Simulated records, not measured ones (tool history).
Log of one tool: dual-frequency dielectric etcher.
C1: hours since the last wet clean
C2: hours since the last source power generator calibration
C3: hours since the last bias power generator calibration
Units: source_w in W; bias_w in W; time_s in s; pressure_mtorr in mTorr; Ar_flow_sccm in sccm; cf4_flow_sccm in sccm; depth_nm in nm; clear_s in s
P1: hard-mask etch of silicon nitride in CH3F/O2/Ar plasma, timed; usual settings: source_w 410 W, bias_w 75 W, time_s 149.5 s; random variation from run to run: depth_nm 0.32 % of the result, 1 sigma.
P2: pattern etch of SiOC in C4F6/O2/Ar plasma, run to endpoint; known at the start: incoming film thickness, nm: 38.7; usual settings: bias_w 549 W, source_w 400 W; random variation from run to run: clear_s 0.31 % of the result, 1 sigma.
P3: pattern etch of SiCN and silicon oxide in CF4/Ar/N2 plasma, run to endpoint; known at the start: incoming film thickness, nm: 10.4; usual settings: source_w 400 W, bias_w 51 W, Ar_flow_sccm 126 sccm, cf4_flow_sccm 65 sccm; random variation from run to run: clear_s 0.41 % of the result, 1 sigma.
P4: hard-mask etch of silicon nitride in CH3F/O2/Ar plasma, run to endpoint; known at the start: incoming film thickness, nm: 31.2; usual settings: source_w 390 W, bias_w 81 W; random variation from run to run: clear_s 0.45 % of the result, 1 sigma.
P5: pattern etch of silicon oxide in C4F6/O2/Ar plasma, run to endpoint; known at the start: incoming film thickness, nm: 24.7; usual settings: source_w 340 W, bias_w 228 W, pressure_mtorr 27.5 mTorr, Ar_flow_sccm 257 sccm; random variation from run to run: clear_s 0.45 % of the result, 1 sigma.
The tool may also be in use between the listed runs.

run 1 day=0.512 | process=P1 source_w=410 bias_w=75 time_s=149.5 | C1=172.3 C2=512.0 C3=1861.3 | depth_nm=105.490
run 2 day=0.958 | process=P5 source_w=340 bias_w=228 pressure_mtorr=36.0 Ar_flow_sccm=257 | C1=183.0 C2=522.7 C3=1872.0 | clear_s=7.6240
run 3 day=1.271 | process=P1 source_w=310 bias_w=75 time_s=100.0 | C1=190.5 C2=530.2 C3=1879.5 | depth_nm=63.576
run 4 day=1.521 | process=P5 source_w=260 bias_w=228 pressure_mtorr=27.5 Ar_flow_sccm=257 | C1=196.5 C2=536.2 C3=1885.5 | clear_s=8.1377
run 5 day=1.879 | process=P1 source_w=410 bias_w=46 time_s=149.5 | C1=205.1 C2=544.8 C3=1894.1 | depth_nm=90.508
run 6 day=2.129 | process=P1 source_w=410 bias_w=75 time_s=149.5 | C1=211.1 C2=550.8 C3=1900.1 | depth_nm=104.920
run 7 day=2.492 | process=P1 source_w=410 bias_w=75 time_s=105.5 | C1=219.8 C2=559.5 C3=1908.8 | depth_nm=74.327
run 8 day=2.879 | process=P1 source_w=550 bias_w=75 time_s=101.0 | C1=229.1 C2=568.8 C3=1918.1 | depth_nm=79.990
run 9 day=3.371 | process=P3 source_w=510 bias_w=51 Ar_flow_sccm=126 cf4_flow_sccm=65 | C1=240.9 C2=580.6 C3=1929.9 | clear_s=12.8400
run 10 day=3.671 | process=P1 source_w=410 bias_w=75 time_s=149.5 | C1=248.1 C2=587.8 C3=1937.1 | depth_nm=105.630
run 11 day=4.217 | process=P1 source_w=410 bias_w=104 time_s=149.5 | C1=261.2 C2=600.9 C3=1950.2 | depth_nm=118.460
run 12 day=4.750 | process=P1 source_w=410 bias_w=75 time_s=222.5 | C1=274.0 C2=613.7 C3=1963.0 | depth_nm=157.760
run 13 day=5.283 | process=P3 source_w=400 bias_w=51 Ar_flow_sccm=126 cf4_flow_sccm=65 | C1=286.8 C2=626.5 C3=1975.8 | clear_s=15.9240
run 14 day=5.592 | process=P3 source_w=400 bias_w=37 Ar_flow_sccm=126 cf4_flow_sccm=65 | C1=294.2 C2=633.9 C3=1983.2 | clear_s=17.5550
run 15 day=6.008 | process=P2 source_w=400 bias_w=549 | C1=304.2 C2=643.9 C3=1993.2 | clear_s=12.4230
run 16 day=6.317 | process=P1 source_w=310 bias_w=75 time_s=149.5 | C1=311.6 C2=651.3 C3=2000.6 | depth_nm=94.844
-- day=6.358 bias power generator calibrated
run 17 day=6.783 | process=P4 source_w=390 bias_w=81 | C1=322.8 C2=662.5 C3=10.2 | clear_s=45.1580
run 18 day=7.058 | process=P5 source_w=340 bias_w=146 pressure_mtorr=27.5 Ar_flow_sccm=257 | C1=329.4 C2=669.1 C3=16.8 | clear_s=8.5351
run 19 day=7.400 | process=P2 source_w=290 bias_w=549 | C1=337.6 C2=677.3 C3=25.0 | clear_s=14.0120

Run 20 comes next. What will it give?
run 20 day=7.954 | process=P3 source_w=400 bias_w=51 Ar_flow_sccm=92 cf4_flow_sccm=65 | C1=350.9 C2=690.6 C3=38.3 | clear_s=?

{"run 20": {"clear_s": 15.149}}

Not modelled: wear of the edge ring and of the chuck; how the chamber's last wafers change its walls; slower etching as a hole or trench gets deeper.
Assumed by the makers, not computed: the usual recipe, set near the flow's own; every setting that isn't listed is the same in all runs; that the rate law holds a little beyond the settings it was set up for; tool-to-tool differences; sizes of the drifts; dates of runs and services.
